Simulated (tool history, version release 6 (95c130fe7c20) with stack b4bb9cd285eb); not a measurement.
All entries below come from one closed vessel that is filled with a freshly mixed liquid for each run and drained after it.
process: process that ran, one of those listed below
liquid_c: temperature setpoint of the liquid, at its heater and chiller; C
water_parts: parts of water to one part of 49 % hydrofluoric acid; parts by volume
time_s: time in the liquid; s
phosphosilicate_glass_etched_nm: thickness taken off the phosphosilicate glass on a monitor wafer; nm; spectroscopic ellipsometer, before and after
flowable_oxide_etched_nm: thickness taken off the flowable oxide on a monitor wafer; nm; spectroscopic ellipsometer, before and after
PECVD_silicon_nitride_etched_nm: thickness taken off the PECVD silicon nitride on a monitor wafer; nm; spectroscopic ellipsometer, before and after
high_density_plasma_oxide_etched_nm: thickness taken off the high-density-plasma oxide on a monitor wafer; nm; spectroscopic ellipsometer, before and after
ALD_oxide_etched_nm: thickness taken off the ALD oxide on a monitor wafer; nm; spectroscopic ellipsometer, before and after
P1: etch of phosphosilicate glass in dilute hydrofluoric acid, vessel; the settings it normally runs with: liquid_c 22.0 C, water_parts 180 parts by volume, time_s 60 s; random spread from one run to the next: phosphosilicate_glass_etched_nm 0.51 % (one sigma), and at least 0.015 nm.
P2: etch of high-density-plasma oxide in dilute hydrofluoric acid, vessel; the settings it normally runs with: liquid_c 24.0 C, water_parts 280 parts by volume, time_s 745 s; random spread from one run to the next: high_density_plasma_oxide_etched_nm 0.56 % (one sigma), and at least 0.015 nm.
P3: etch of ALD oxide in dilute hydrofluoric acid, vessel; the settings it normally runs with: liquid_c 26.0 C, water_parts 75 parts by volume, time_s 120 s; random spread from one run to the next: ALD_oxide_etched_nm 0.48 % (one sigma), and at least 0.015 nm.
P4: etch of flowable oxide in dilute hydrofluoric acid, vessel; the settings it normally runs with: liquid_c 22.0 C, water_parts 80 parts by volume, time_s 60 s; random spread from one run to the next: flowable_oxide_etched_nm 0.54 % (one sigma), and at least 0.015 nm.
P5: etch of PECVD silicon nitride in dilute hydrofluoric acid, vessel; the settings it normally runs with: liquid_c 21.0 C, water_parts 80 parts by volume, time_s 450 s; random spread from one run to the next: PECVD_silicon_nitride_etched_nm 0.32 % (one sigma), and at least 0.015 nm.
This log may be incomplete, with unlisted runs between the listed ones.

run   hour  process  liquid_c  water_parts  time_s  phosphosilicate_glass_etched_nm  flowable_oxide_etched_nm  PECVD_silicon_nitride_etched_nm  high_density_plasma_oxide_etched_nm  ALD_oxide_etched_nm
  1   10.7       P1      22.0          180      60                           57.138
  2   21.4       P1      18.5          180      60                           49.291
  3   30.1       P4      22.0           80      95                                                     58.674
  4   39.9       P4      22.0           80      60                                                     36.835
  5   49.2       P5      21.0           80      30                                                                                      1.0385
      52.6  -- hydrofluoric acid flow meter replaced
  6   58.9       P1      22.0          295      60                           30.766
  7   63.7       P2      24.0          280     745                                                                                                                           14.788
  8   69.7       P5      21.0           30     450                                                                                     40.9200
  9   80.3       P5      21.0           80     450                                                                                     15.6330
 10   88.7       P3      26.0           75     120                                                                                                                                                30.939
 11   97.5       P4      22.0          135      60                                                     20.444
 12  104.3       P5      26.5           80     450                                                                                     22.5020
 13  112.2       P4      28.5           80      60                                                     47.664
 14  119.7       P1      22.0          180      60                           56.765
 15  129.0       P1      22.0           65      60                          178.030
 16  138.1       P2      31.0          280     745                                                                                                                           18.248
 17  143.4       P1      22.0          180      95                           89.374
     149.0  -- thermometer replaced
 18  153.1       P5      21.0           80     450                                                                                     15.6350
 19  158.4       P3      26.0          110     120                                                                                                                                                20.301
 20  164.4       P2      24.0          280    1455                                                                                                                           28.563
 21  175.1       P1      22.0          180      60                           56.520
 22  183.2       P1      22.0          180      30                           28.492
 23  192.8       P1      30.0          310      60                           37.927

Run 24 comes next. What will it give?
 24  202.4       P3      33.5           75     120                                                                                                                                                     ?

ALD_oxide_etched_nm: 41.622 nm
